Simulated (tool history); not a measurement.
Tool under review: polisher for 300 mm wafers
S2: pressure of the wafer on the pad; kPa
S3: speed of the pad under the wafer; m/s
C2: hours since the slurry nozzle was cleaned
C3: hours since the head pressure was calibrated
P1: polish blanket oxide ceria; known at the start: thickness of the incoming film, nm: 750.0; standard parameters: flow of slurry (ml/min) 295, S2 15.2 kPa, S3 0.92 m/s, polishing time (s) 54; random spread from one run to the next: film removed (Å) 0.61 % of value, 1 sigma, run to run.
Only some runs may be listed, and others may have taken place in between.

{"run": 1, "hour": 12.2, "flow of slurry (ml/min)": 295, "S2": 15.2, "S3": 0.92, "polishing time (s)": 54, "wafers polished on this pad": 519, "C2": 87.8, "C3": 389.2, "film removed (Å)": 1276.9}
{"run": 2, "hour": 25.0, "flow of slurry (ml/min)": 295, "S2": 15.2, "S3": 0.44, "polishing time (s)": 54, "wafers polished on this pad": 697, "C2": 100.6, "C3": 402.0, "film removed (Å)": 604.59}
{"run": 3, "hour": 37.1, "flow of slurry (ml/min)": 440, "S2": 15.2, "S3": 0.92, "polishing time (s)": 54, "wafers polished on this pad": 865, "C2": 112.7, "C3": 414.1, "film removed (Å)": 1309.1}
{"run": 4, "hour": 44.5, "flow of slurry (ml/min)": 295, "S2": 15.2, "S3": 1.26, "polishing time (s)": 54, "wafers polished on this pad": 967, "C2": 120.1, "C3": 421.5, "film removed (Å)": 1731.7}
{"run": 5, "hour": 56.9, "flow of slurry (ml/min)": 295, "S2": 15.2, "S3": 0.92, "polishing time (s)": 54, "wafers polished on this pad": 1140, "C2": 132.5, "C3": 433.9, "film removed (Å)": 1259.5}
{"run": 6, "hour": 71.0, "flow of slurry (ml/min)": 175, "S2": 15.2, "S3": 1.4, "polishing time (s)": 54, "wafers polished on this pad": 1335, "C2": 146.6, "C3": 448.0, "film removed (Å)": 1810.9}
{"run": 7, "hour": 81.2, "flow of slurry (ml/min)": 295, "S2": 7.6, "S3": 0.92, "polishing time (s)": 54, "wafers polished on this pad": 1477, "C2": 156.8, "C3": 458.2, "film removed (Å)": 624.73}
{"run": 8, "hour": 95.2, "flow of slurry (ml/min)": 295, "S2": 24.1, "S3": 0.92, "polishing time (s)": 54, "wafers polished on this pad": 1672, "C2": 170.8, "C3": 472.2, "film removed (Å)": 2011.1}
{"run": 9, "hour": 102.8, "flow of slurry (ml/min)": 295, "S2": 15.2, "S3": 0.92, "polishing time (s)": 78, "wafers polished on this pad": 1777, "C2": 178.4, "C3": 479.8, "film removed (Å)": 1810.9}
{"run": 10, "hour": 116.6, "flow of slurry (ml/min)": 295, "S2": 15.2, "S3": 0.92, "polishing time (s)": 54, "wafers polished on this pad": 1969, "C2": 192.2, "C3": 493.6, "film removed (Å)": 1278.7}
{"run": 11, "hour": 129.4, "flow of slurry (ml/min)": 295, "S2": 15.2, "S3": 0.92, "polishing time (s)": 54, "wafers polished on this pad": 2147, "C2": 205.0, "C3": 506.4, "film removed (Å)": 1257.7}
{"run": 12, "hour": 143.2, "flow of slurry (ml/min)": 295, "S2": 15.2, "S3": 0.92, "polishing time (s)": 26, "wafers polished on this pad": 2338, "C2": 218.8, "C3": 520.2, "film removed (Å)": 609.77}
{"run": 13, "hour": 158.5, "flow of slurry (ml/min)": 295, "S2": 15.2, "S3": 0.92, "polishing time (s)": 54, "wafers polished on this pad": 2551, "C2": 234.1, "C3": 535.5, "film removed (Å)": 1278.1}
{"run": 14, "hour": 168.6, "flow of slurry (ml/min)": 295, "S2": 15.2, "S3": 0.92, "polishing time (s)": 54, "wafers polished on this pad": 2691, "C2": 244.2, "C3": 545.6, "film removed (Å)": 1252.4}
{"run": 15, "hour": 179.9, "flow of slurry (ml/min)": 175, "S2": 15.2, "S3": 0.92, "polishing time (s)": 54, "wafers polished on this pad": 2848, "C2": 255.5, "C3": 556.9, "film removed (Å)": 1186.0}

What will run 16 give?
{"run": 16, "hour": 194.1, "flow of slurry (ml/min)": 295, "S2": 15.2, "S3": 0.92, "polishing time (s)": 54, "wafers polished on this pad": 3045, "C2": 269.7, "C3": 571.1, "film removed (Å)": "?"}

film removed (Å): 1249.00
